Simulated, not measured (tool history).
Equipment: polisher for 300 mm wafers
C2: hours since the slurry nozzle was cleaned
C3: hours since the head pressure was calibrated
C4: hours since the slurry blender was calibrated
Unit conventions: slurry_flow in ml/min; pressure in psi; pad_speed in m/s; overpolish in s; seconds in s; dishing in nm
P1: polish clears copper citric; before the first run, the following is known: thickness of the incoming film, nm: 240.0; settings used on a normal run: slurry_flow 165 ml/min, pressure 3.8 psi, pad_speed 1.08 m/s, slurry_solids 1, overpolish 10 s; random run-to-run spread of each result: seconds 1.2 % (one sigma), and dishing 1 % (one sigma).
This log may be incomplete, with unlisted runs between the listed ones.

Run 1, hour 8.2: slurry_flow 165 ml/min, pressure 3.8 psi, pad_speed 1.08 m/s, slurry_solids 1, overpolish 10 s; wafers polished on this pad 420; C2 204.3; C3 104; C4 281.8. Result: seconds 65.335 s, dishing 25.4 nm.
Run 2, hour 20.1: slurry_flow 100 ml/min, pressure 3.8 psi, pad_speed 1.08 m/s, slurry_solids 1, overpolish 10 s; wafers polished on this pad 590; C2 216.2; C3 115.9; C4 293.7. Result: seconds 73.587 s, dishing 23.702 nm.
Run 3, hour 27.8: slurry_flow 240 ml/min, pressure 3.8 psi, pad_speed 1.08 m/s, slurry_solids 1, overpolish 19 s; wafers polished on this pad 700; C2 223.9; C3 123.6; C4 301.4. Result: seconds 64.917 s, dishing 45.368 nm.
Run 4, hour 34.1: slurry_flow 165 ml/min, pressure 3.8 psi, pad_speed 1.08 m/s, slurry_solids 1, overpolish 10 s; wafers polished on this pad 791; C2 230.2; C3 129.9; C4 307.7. Result: seconds 67.054 s, dishing 25.865 nm.
Run 5, hour 41.5: slurry_flow 165 ml/min, pressure 5.4 psi, pad_speed 1.08 m/s, slurry_solids 1, overpolish 10 s; wafers polished on this pad 897; C2 237.6; C3 137.3; C4 315.1. Result: seconds 47.907 s, dishing 34.856 nm.
Run 6, hour 52.5: slurry_flow 165 ml/min, pressure 3.8 psi, pad_speed 1.08 m/s, slurry_solids 1, overpolish 10 s; wafers polished on this pad 1054; C2 248.6; C3 148.3; C4 326.1. Result: seconds 68.058 s, dishing 25.708 nm.
Run 7, hour 58: slurry_flow 165 ml/min, pressure 3.8 psi, pad_speed 0.78 m/s, slurry_solids 1, overpolish 10 s; wafers polished on this pad 1133; C2 254.1; C3 153.8; C4 331.6. Result: seconds 91.581 s, dishing 19.48 nm.
Run 8, hour 63.6: slurry_flow 165 ml/min, pressure 3.8 psi, pad_speed 1.08 m/s, slurry_solids 1, overpolish 10 s; wafers polished on this pad 1213; C2 259.7; C3 159.4; C4 337.2. Result: seconds 67.768 s, dishing 25.511 nm.
Run 9, hour 71.9: slurry_flow 165 ml/min, pressure 3.8 psi, pad_speed 1.08 m/s, slurry_solids 1, overpolish 10 s; wafers polished on this pad 1332; C2 268; C3 167.7; C4 345.5. Result: seconds 67.52 s, dishing 25.262 nm.
Run 10, hour 80.9: slurry_flow 165 ml/min, pressure 1.9 psi, pad_speed 1.08 m/s, slurry_solids 1, overpolish 10 s; wafers polished on this pad 1461; C2 277; C3 176.7; C4 354.5. Result: seconds 132.77 s, dishing 13.344 nm.
Run 11, hour 86.4: slurry_flow 165 ml/min, pressure 3.8 psi, pad_speed 1.54 m/s, slurry_solids 1, overpolish 10 s; wafers polished on this pad 1540; C2 282.5; C3 182.2; C4 360. Result: seconds 48.068 s, dishing 34.272 nm.
Run 12, hour 93.1: slurry_flow 165 ml/min, pressure 3.8 psi, pad_speed 1.08 m/s, slurry_solids 1, overpolish 10 s; wafers polished on this pad 1636; C2 289.2; C3 188.9; C4 366.7. Result: seconds 68.94 s, dishing 25.348 nm.
Run 13, hour 102.6: slurry_flow 215 ml/min, pressure 3.8 psi, pad_speed 1.08 m/s, slurry_solids 0.8, overpolish 10 s; wafers polished on this pad 1772; C2 298.7; C3 198.4; C4 376.2. Result: seconds 68.664 s, dishing 25.38 nm.
Run 14, hour 109.2: slurry_flow 165 ml/min, pressure 3.8 psi, pad_speed 1.08 m/s, slurry_solids 1, overpolish 3 s; wafers polished on this pad 1866; C2 305.3; C3 205; C4 382.8. Result: seconds 67.528 s, dishing 8.3961 nm.
Run 15, hour 117.3: slurry_flow 260 ml/min, pressure 3.8 psi, pad_speed 1.08 m/s, slurry_solids 1, overpolish 10 s; wafers polished on this pad 1982; C2 313.4; C3 213.1; C4 390.9. Result: seconds 62.937 s, dishing 26.825 nm.
Run 16, hour 129.3: slurry_flow 165 ml/min, pressure 3.8 psi, pad_speed 1.08 m/s, slurry_solids 0.55, overpolish 10 s; wafers polished on this pad 2154; C2 325.4; C3 225.1; C4 402.9. Result: seconds 76.283 s, dishing 22.953 nm.

Forecast run 17:
Run 17, hour 139.8: slurry_flow 165 ml/min, pressure 3.8 psi, pad_speed 1.08 m/s, slurry_solids 1.45, overpolish 10 s; wafers polished on this pad 2305; C2 335.9; C3 235.6; C4 413.4. Result: seconds ?, dishing ?.

{"run 17": {"seconds": 62.977, "dishing": 27.359}}
